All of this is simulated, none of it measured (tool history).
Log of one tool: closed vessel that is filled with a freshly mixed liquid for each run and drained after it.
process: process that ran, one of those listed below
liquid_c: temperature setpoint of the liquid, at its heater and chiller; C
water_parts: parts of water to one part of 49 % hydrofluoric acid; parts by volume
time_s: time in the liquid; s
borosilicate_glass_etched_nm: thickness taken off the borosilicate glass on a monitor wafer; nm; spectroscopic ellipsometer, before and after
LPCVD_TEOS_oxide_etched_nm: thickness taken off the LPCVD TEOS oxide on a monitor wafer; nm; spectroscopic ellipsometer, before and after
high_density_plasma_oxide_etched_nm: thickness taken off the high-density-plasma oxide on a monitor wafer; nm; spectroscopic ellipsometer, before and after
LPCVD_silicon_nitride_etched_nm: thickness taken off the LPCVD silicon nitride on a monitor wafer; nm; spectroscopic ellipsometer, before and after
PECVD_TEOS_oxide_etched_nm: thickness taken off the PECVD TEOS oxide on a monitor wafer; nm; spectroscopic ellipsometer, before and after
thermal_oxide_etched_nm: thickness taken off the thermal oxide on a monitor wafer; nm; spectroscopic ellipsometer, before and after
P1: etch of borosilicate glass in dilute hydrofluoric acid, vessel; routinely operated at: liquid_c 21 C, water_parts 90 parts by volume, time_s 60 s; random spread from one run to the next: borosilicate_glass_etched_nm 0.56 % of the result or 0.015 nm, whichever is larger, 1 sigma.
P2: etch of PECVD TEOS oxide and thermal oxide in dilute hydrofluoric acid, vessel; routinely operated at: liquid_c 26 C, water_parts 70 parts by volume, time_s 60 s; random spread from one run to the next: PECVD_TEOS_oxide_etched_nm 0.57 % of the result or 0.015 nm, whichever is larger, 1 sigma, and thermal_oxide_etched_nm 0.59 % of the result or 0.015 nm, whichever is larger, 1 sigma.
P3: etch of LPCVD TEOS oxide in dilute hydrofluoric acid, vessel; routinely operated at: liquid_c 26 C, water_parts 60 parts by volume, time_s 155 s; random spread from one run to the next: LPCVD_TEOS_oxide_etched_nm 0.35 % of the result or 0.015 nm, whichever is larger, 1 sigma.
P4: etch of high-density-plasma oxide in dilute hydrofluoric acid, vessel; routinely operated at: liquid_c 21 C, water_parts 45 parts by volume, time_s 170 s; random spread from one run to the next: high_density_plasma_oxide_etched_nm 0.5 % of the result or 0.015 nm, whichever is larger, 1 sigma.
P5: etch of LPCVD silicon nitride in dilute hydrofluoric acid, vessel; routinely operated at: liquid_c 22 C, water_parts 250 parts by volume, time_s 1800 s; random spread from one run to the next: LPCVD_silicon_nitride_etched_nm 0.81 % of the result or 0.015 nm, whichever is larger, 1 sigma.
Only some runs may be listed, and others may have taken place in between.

run    day  process  liquid_c  water_parts  time_s  hours since the thermometer was replaced  hours since the hydrofluoric acid flow meter was replaced  borosilicate_glass_etched_nm  LPCVD_TEOS_oxide_etched_nm  high_density_plasma_oxide_etched_nm  LPCVD_silicon_nitride_etched_nm  PECVD_TEOS_oxide_etched_nm  thermal_oxide_etched_nm
  1  0.279       P1        21           90      60                                     910.3                                                      244.7                        25.339
  2  0.488       P3        20           60     155                                     915.3                                                      249.7                                                    37.644
  3  0.667       P4        21           65     170                                     919.6                                                        254                                                                                         12.236
  4  0.825       P1        21           90      60                                     923.4                                                      257.8                        25.381
  5  1.175       P5        22          250    1800                                     931.8                                                      266.2                                                                                                                          3.0041
  6  1.425       P4        21           45      30                                     937.8                                                      272.2                                                                                         3.1339
  7  1.629       P1        21          145      60                                     942.7                                                      277.1                        14.881
  8   1.85       P1        27           90      60                                       948                                                      282.4                        32.407
  9  2.058       P4        21           45     170                                       953                                                      287.4                                                                                         18.004
 10  2.367       P1        21           20      60                                     960.4                                                      294.8                        125.87
 11  2.671       P2        26           70      60                                     967.7                                                      302.1                                                                                                                                                      15.704                   4.4192
 12  2.933       P1        17           90      60                                       974                                                      308.4                        21.732
 13  3.179       P1        21          160      30                                     979.9                                                      314.3                        6.7059
 14  3.438       P5        22          250     855                                     986.1                                                      320.5                                                                                                                          1.4519
 15  3.733       P2        26          120      60                                     993.2                                                      327.6                                                                                                                                                      8.7083                   2.4759
 16    4.1       P3        26           60     155                                      1002                                                      336.4                                                    48.122
 17  4.321       P1        21           90      60                                    1007.3                                                      341.7                        25.547
 18  4.592       P4      27.5           45     170                                    1013.8                                                      348.2                                                                                         23.668
 19  4.804       P1        21           90      60                                    1018.9                                                      353.3                        25.752
 20  5.104       P5        22          155    1800                                    1026.1                                                      360.5                                                                                                                          4.8553
 21  5.371       P1        21           90      90                                    1032.5                                                      366.9                        38.238
 22  5.558       P5        18          250    1800                                      1037                                                      371.4                                                                                                                          2.3404
 23   5.85       P3        26           95     155                                      1044                                                      378.4                                                     29.23

Predict the results of run 24:
 24  6.104       P5        22          250    1800                                    1050.1                                                      384.5                                                                                                                               ?

LPCVD_silicon_nitride_etched_nm: 3.0586 nm
